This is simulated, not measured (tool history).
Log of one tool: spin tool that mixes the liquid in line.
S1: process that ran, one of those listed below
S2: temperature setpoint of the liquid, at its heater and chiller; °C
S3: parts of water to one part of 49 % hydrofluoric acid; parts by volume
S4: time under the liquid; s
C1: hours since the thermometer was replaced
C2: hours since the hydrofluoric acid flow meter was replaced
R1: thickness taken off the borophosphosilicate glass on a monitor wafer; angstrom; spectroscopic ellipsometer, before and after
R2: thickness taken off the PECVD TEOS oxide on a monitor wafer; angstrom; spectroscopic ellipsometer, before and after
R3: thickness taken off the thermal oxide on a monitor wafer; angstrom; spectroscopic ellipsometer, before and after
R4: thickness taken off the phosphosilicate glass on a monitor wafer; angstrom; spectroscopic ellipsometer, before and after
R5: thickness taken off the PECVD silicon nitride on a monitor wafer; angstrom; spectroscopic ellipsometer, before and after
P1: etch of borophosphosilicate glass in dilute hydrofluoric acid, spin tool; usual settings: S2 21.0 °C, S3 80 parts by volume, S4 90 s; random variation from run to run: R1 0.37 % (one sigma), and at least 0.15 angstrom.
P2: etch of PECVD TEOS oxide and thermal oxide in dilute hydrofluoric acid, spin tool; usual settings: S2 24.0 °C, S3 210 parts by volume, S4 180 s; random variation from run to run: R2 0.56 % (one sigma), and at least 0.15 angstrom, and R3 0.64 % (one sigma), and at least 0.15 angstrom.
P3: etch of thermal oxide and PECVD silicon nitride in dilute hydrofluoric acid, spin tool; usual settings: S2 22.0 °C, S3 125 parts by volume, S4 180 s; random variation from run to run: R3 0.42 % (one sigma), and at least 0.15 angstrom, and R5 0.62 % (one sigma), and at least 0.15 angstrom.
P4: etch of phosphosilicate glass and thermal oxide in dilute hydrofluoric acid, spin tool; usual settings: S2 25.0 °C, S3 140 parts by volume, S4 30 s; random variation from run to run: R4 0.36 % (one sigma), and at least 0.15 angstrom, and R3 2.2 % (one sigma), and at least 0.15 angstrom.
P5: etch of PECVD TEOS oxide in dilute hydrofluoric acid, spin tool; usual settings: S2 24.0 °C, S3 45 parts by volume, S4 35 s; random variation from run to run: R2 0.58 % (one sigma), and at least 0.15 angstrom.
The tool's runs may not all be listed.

run	hour	S1	S2	S3	S4	C1	C2	R1	R2	R3	R4	R5
1	12.3	P1	21.0	80	90	692.5	734.6	400.70				
2	22.1	P2	17.0	210	180	702.3	744.4		87.637	26.9720		
3	37.7	P4	25.0	140	15	717.9	760.0			5.1997	206.16	
4	52.6	P1	17.0	80	90	732.8	774.9	341.05				
5	70.5	P5	24.0	45	35	750.7	792.8		124.280			
6	85.3	P3	22.0	125	20	765.5	807.6			6.7390		3.8985
7	103.6	P1	21.0	80	90	783.8	825.9	405.10				
8	116.2	P2	24.0	55	180	796.4	838.5		522.380	160.0900		
9	129.8	P1	24.5	80	55	810.0	852.1	281.92				
10	140.2	P5	24.0	45	50	820.4	862.5		176.820			
11	156.4	P1	21.0	115	90	836.6	878.7	267.25				
12	172.1	P1	21.0	40	90	852.3	894.4	845.50				
13	189.3	P5	24.0	20	35	869.5	911.6		287.770			
14	204.3	P2	24.0	210	180	884.5	926.6		114.230	34.9220		
15	215.0	P2	24.0	210	70	895.2	937.3		44.506	13.6290		
16	227.8	P1	21.0	80	140	908.0	950.1	625.62				
17	237.8	P4	19.5	140	30	918.0	960.1			8.1146	332.37	
18	252.8	P4	25.0	30	30	933.0	975.1			56.4560	2209.10	
19	262.3	P3	22.0	125	180	942.5	984.6			58.9440		32.3610
20	273.4	P4	25.0	140	30	953.6	995.7			10.3030	414.17	
21	284.7	P1	21.0	80	90	964.9	1007.0	402.46				
22	303.4	P3	27.5	125	180	983.6	1025.7			72.7430		45.9370
23	317.5	P1	21.0	20	45	997.7	1039.8	870.53				
24	331.4	P1	21.0	80	90	1011.6	1053.7	403.31				
25	346.4	P3	22.0	125	180	1026.6	1068.7			59.5130		32.3820
26	356.4	P1	25.0	80	90	1036.6	1078.7	475.26				
27	367.6	P1	21.0	80	45	1047.8	1089.9	200.69				
28	381.4	P1	21.0	80	90	1061.6	1103.7	403.07				
29	395.6	P5	28.5	45	35	1075.8	1117.9		149.090			
30	405.5	P3	22.0	215	180	1085.7	1127.8			31.1840		18.9020
31	423.1	P1	17.0	125	90	1103.3	1145.4	208.25				
32	431.4	P1	21.0	80	90	1111.6	1153.7	403.53				
33	449.9	P1	21.0	80	90	1130.1	1172.2	388.52				
34	467.2	P1	21.0	80	90	1147.4	1189.5	379.20				
35	484.9	P1	21.0	80	90	1165.1	1207.2	377.14				
36	495.6	P1	21.0	80	90	1175.8	1217.9	375.16				
37	506.0	P1	21.0	80	90	1186.2	1228.3	375.21				
38	521.0	P1	21.0	80	90	1201.2	1243.3	372.86				
39	539.5	P1	21.0	80	90	1219.7	1261.8	372.21				
40	554.9	P1	21.0	80	90	1235.1	1277.2	371.19				

What P1 gives has crept away from where it was. These 2 causes fit the log equally well, each at the size given:
A: liquid colder than its thermometer reads (K) = 1.96
B: hydrofluoric acid flow below the setpoint (%) = 7.16
The creep began at about hour 431.4.

4 check runs are offered, each on 5 wafers whose results are averaged, their results left as question marks. Which one tells the causes apart?
check 1	570.3	P4	25.0	75	15					?	?	
check 2	570.3	P5	28.5	20	35				?			
check 3	570.3	P3	22.0	160	75					?		?
check 4	570.3	P2	17.0	65	180				?	?		

What each check would give under each cause:
check	result	if A	if B
check 1	R3	9.7215	9.6955
check 1	R4	384.15	383.12
check 2	R2	322.350	323.690
check 3	R3	17.1160	16.9330
check 3	R5	9.3436	9.8856
check 4	R2	301.320	302.950
check 4	R3	91.1680	91.6620
How far apart the two closest causes lie, in the result that separates them most: check 1 0.27 %; check 2 0.41 %; check 3 5.64 %; check 4 0.54 %
Only check 3 tells the causes apart: in the others they would give nearly the same result.

Then check 3 was run and gave: R3 17.0520 angstrom; R5 9.4889 angstrom. Which cause is it?

It is A: liquid colder than its thermometer reads (K).
